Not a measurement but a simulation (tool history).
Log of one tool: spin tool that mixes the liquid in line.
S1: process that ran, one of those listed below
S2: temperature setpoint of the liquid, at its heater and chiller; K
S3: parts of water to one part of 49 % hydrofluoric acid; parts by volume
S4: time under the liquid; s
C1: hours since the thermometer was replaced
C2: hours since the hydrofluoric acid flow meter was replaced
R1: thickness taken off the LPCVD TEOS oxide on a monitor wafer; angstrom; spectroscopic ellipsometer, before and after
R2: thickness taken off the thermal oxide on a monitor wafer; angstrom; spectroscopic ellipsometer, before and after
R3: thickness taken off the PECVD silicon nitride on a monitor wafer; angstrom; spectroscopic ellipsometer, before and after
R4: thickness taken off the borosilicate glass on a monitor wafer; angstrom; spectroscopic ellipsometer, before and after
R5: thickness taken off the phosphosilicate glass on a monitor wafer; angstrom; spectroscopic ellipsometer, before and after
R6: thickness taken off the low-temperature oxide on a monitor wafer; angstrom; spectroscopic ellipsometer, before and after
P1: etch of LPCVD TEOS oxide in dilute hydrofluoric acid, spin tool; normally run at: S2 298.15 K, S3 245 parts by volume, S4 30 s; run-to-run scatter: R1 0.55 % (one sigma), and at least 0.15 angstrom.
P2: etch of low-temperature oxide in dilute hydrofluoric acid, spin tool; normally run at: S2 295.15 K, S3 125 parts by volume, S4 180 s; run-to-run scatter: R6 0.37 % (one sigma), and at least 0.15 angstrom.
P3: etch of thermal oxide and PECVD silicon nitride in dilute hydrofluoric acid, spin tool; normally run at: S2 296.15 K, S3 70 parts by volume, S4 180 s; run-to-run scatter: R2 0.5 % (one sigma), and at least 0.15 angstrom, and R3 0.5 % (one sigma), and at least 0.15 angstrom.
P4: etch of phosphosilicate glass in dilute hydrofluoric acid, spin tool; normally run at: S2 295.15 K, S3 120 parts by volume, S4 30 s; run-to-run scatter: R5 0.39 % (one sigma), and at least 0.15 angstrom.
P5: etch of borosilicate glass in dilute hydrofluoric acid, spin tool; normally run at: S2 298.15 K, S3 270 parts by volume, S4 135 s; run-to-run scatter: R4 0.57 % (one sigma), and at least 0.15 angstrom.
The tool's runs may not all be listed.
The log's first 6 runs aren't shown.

run	hour	S1	S2	S3	S4	C1	C2	R1	R2	R3	R4	R5	R6
7	37.0	P1	298.15	245	50	515.2	504.3	88.744					
8	40.5	P4	300.65	120	30	518.7	507.8					304.70	
9	44.9	P1	302.65	245	15	523.1	512.2	31.268					
10	52.6	P4	295.15	120	30	530.8	519.9					245.30	
11	57.6	P1	298.15	130	30	535.8	524.9	114.680					
12	61.4	P1	298.15	245	15	539.6	528.7	26.952					
13	67.1	P4	295.15	120	30	545.3	534.4					246.83	
14	72.0	P2	303.65	125	180	550.2	539.3						285.61
15	75.6	P5	303.65	270	135	553.8	542.9				171.410		
16	83.1	P5	298.15	270	225	561.3	550.4				239.600		
17	90.6	P2	295.15	30	180	568.8	557.9						972.26
18	97.0	P2	295.15	125	180	575.2	564.3						208.81
19	101.1	P2	295.15	125	305	579.3	568.4						354.67
20	108.7	P3	296.15	70	180	586.9	576.0		127.910	115.030			
21	112.3	P1	298.15	245	30	590.5	579.6	53.544					

Forecast run 22:
22	117.1	P3	296.15	125	180	595.3	584.4		?	?			

{"run 22": {"R2": 67.205, "R3": 64.765}}
